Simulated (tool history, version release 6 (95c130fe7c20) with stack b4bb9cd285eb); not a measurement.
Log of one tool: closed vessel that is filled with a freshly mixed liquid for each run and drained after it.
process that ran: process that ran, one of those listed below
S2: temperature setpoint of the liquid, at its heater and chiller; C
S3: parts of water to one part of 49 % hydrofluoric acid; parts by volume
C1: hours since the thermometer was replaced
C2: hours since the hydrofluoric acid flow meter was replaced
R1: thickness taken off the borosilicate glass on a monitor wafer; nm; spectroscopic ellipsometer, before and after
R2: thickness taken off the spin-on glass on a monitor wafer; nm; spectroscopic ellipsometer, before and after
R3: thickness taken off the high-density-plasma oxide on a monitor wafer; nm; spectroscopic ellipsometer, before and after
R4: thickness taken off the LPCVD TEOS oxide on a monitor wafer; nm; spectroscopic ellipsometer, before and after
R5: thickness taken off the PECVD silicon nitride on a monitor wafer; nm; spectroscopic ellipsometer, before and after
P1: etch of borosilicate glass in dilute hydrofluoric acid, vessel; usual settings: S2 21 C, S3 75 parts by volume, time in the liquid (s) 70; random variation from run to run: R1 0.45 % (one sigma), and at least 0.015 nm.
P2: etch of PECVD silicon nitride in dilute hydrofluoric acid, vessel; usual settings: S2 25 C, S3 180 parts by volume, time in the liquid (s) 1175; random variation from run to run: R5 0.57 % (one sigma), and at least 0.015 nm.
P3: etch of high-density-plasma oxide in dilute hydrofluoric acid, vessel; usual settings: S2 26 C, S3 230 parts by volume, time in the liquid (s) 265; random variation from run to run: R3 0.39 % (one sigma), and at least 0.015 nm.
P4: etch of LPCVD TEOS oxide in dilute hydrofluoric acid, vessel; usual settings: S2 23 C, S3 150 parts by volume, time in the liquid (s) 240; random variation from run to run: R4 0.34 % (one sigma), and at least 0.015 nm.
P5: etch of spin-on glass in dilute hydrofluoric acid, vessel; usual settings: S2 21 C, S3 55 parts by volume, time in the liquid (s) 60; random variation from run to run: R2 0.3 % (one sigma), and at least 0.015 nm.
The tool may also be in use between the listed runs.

{"run": 1, "hour": 6.2, "process that ran": "P1", "S2": 21, "S3": 75, "time in the liquid (s)": 70, "C1": 268, "C2": 547.9, "R1": 19.453}
{"run": 2, "hour": 13.8, "process that ran": "P5", "S2": 21, "S3": 55, "time in the liquid (s)": 60, "C1": 275.6, "C2": 555.5, "R2": 40.046}
{"run": 3, "hour": 23.3, "process that ran": "P5", "S2": 21, "S3": 90, "time in the liquid (s)": 60, "C1": 285.1, "C2": 565, "R2": 23.414}
{"run": 4, "hour": 33.9, "process that ran": "P3", "S2": 19, "S3": 230, "time in the liquid (s)": 265, "C1": 295.7, "C2": 575.6, "R3": 5.7512}
{"hour": 41.9, "done": "thermometer replaced"}
{"run": 5, "hour": 44.3, "process that ran": "P4", "S2": 23, "S3": 150, "time in the liquid (s)": 240, "C1": 2.4, "C2": 586, "R4": 24.384}
{"run": 6, "hour": 54.7, "process that ran": "P1", "S2": 21, "S3": 115, "time in the liquid (s)": 70, "C1": 12.8, "C2": 596.4, "R1": 12.221}
{"run": 7, "hour": 60.3, "process that ran": "P1", "S2": 21, "S3": 75, "time in the liquid (s)": 70, "C1": 18.4, "C2": 602, "R1": 19.339}
{"run": 8, "hour": 68.5, "process that ran": "P1", "S2": 21, "S3": 75, "time in the liquid (s)": 35, "C1": 26.6, "C2": 610.2, "R1": 9.7828}
{"run": 9, "hour": 78.5, "process that ran": "P1", "S2": 17, "S3": 20, "time in the liquid (s)": 70, "C1": 36.6, "C2": 620.2, "R1": 65.421}
{"run": 10, "hour": 88.3, "process that ran": "P2", "S2": 25, "S3": 180, "time in the liquid (s)": 2265, "C1": 46.4, "C2": 630, "R5": 65.673}
{"run": 11, "hour": 96.1, "process that ran": "P4", "S2": 23, "S3": 205, "time in the liquid (s)": 240, "C1": 54.2, "C2": 637.8, "R4": 16.86}
{"run": 12, "hour": 101.1, "process that ran": "P2", "S2": 25, "S3": 305, "time in the liquid (s)": 1175, "C1": 59.2, "C2": 642.8, "R5": 20.081}
{"run": 13, "hour": 110.6, "process that ran": "P1", "S2": 21, "S3": 75, "time in the liquid (s)": 70, "C1": 68.7, "C2": 652.3, "R1": 19.452}
{"run": 14, "hour": 117.1, "process that ran": "P1", "S2": 21, "S3": 75, "time in the liquid (s)": 135, "C1": 75.2, "C2": 658.8, "R1": 37.31}
{"run": 15, "hour": 122.4, "process that ran": "P1", "S2": 21, "S3": 75, "time in the liquid (s)": 70, "C1": 80.5, "C2": 664.1, "R1": 19.382}
{"run": 16, "hour": 129.6, "process that ran": "P1", "S2": 21, "S3": 25, "time in the liquid (s)": 120, "C1": 87.7, "C2": 671.3, "R1": 105.95}
{"run": 17, "hour": 140.2, "process that ran": "P2", "S2": 25, "S3": 180, "time in the liquid (s)": 1175, "C1": 98.3, "C2": 681.9, "R5": 34.222}
{"run": 18, "hour": 146.8, "process that ran": "P3", "S2": 26, "S3": 140, "time in the liquid (s)": 265, "C1": 104.9, "C2": 688.5, "R3": 13.686}
{"run": 19, "hour": 156.2, "process that ran": "P1", "S2": 21, "S3": 75, "time in the liquid (s)": 70, "C1": 114.3, "C2": 697.9, "R1": 19.523}
{"run": 20, "hour": 162.1, "process that ran": "P1", "S2": 21, "S3": 25, "time in the liquid (s)": 70, "C1": 120.2, "C2": 703.8, "R1": 62.234}
{"run": 21, "hour": 169.9, "process that ran": "P3", "S2": 26, "S3": 230, "time in the liquid (s)": 265, "C1": 128, "C2": 711.6, "R3": 7.5025}
{"run": 22, "hour": 179.6, "process that ran": "P4", "S2": 23, "S3": 150, "time in the liquid (s)": 30, "C1": 137.7, "C2": 721.3, "R4": 3.066}
{"run": 23, "hour": 185.1, "process that ran": "P3", "S2": 26, "S3": 230, "time in the liquid (s)": 30, "C1": 143.2, "C2": 726.8, "R3": 0.82511}
{"run": 24, "hour": 191.5, "process that ran": "P1", "S2": 24, "S3": 75, "time in the liquid (s)": 100, "C1": 149.6, "C2": 733.2, "R1": 31.448}
{"run": 25, "hour": 199.1, "process that ran": "P5", "S2": 17, "S3": 55, "time in the liquid (s)": 60, "C1": 157.2, "C2": 740.8, "R2": 33.734}
{"run": 26, "hour": 209.9, "process that ran": "P4", "S2": 18, "S3": 150, "time in the liquid (s)": 240, "C1": 168, "C2": 751.6, "R4": 20.078}
{"run": 27, "hour": 218.3, "process that ran": "P1", "S2": 26.5, "S3": 75, "time in the liquid (s)": 70, "C1": 176.4, "C2": 760, "R1": 24.354}
{"run": 28, "hour": 225.8, "process that ran": "P1", "S2": 17, "S3": 75, "time in the liquid (s)": 70, "C1": 183.9, "C2": 767.5, "R1": 16.389}
{"run": 29, "hour": 231.8, "process that ran": "P2", "S2": 17, "S3": 180, "time in the liquid (s)": 1175, "C1": 189.9, "C2": 773.5, "R5": 20.189}
{"run": 30, "hour": 240.8, "process that ran": "P4", "S2": 23, "S3": 150, "time in the liquid (s)": 240, "C1": 198.9, "C2": 782.5, "R4": 24.367}
{"run": 31, "hour": 249.9, "process that ran": "P5", "S2": 21, "S3": 55, "time in the liquid (s)": 110, "C1": 208, "C2": 791.6, "R2": 72.956}
{"run": 32, "hour": 259.8, "process that ran": "P5", "S2": 21, "S3": 55, "time in the liquid (s)": 60, "C1": 217.9, "C2": 801.5, "R2": 40.056}
{"run": 33, "hour": 269.8, "process that ran": "P1", "S2": 21, "S3": 75, "time in the liquid (s)": 70, "C1": 227.9, "C2": 811.5, "R1": 19.498}
{"run": 34, "hour": 275.3, "process that ran": "P1", "S2": 21, "S3": 75, "time in the liquid (s)": 70, "C1": 233.4, "C2": 817, "R1": 19.837}
{"run": 35, "hour": 280.4, "process that ran": "P1", "S2": 21, "S3": 75, "time in the liquid (s)": 70, "C1": 238.5, "C2": 822.1, "R1": 20.026}
{"run": 36, "hour": 291.3, "process that ran": "P1", "S2": 21, "S3": 75, "time in the liquid (s)": 70, "C1": 249.4, "C2": 833, "R1": 20.424}
{"run": 37, "hour": 296.5, "process that ran": "P1", "S2": 21, "S3": 75, "time in the liquid (s)": 70, "C1": 254.6, "C2": 838.2, "R1": 20.723}
{"run": 38, "hour": 304.6, "process that ran": "P1", "S2": 21, "S3": 75, "time in the liquid (s)": 70, "C1": 262.7, "C2": 846.3, "R1": 20.726}
{"run": 39, "hour": 314.7, "process that ran": "P1", "S2": 21, "S3": 75, "time in the liquid (s)": 70, "C1": 272.8, "C2": 856.4, "R1": 20.838}
{"run": 40, "hour": 321.1, "process that ran": "P1", "S2": 21, "S3": 75, "time in the liquid (s)": 70, "C1": 279.2, "C2": 862.8, "R1": 20.692}
{"run": 41, "hour": 329.3, "process that ran": "P1", "S2": 21, "S3": 75, "time in the liquid (s)": 70, "C1": 287.4, "C2": 871, "R1": 20.613}

What P1 gives has crept away from where it was. These 2 causes fit the log equally well, each at the size given:
A: hydrofluoric acid flow above the setpoint (%) = 6.35
B: liquid hotter than its thermometer reads (K) = 1.63
The creep began at about hour 269.8.

4 check runs are offered, one wafer each, their results left as question marks. Which one tells the causes apart?
{"run": "check 1", "hour": 337.5, "process that ran": "P2", "S2": 17.5, "S3": 180, "time in the liquid (s)": 1625, "R5": "?"}
{"run": "check 2", "hour": 337.5, "process that ran": "P5", "S2": 21, "S3": 80, "time in the liquid (s)": 105, "R2": "?"}
{"run": "check 3", "hour": 337.5, "process that ran": "P3", "S2": 20.5, "S3": 230, "time in the liquid (s)": 50, "R3": "?"}
{"run": "check 4", "hour": 337.5, "process that ran": "P4", "S2": 19, "S3": 150, "time in the liquid (s)": 50, "R4": "?"}

What each check would give under each cause:
check=check_1 result=R5 if_A=30.588 if_B=32.159
check=check_2 result=R2 if_A=49.926 if_B=49.902
check=check_3 result=R3 if_A=1.2456 if_B=1.2284
check=check_4 result=R4 if_A=4.6596 if_B=4.6328
How far apart the two closest causes lie, in the result that separates them most: check 1 5.01 %; check 2 0.05 %; check 3 1.39 %; check 4 0.58 %
Only check 1 tells the causes apart: in the others they would give nearly the same result.

Check 1 was then run and gave: R5 31.955 nm. Which cause is it?

It is B: liquid hotter than its thermometer reads (K).
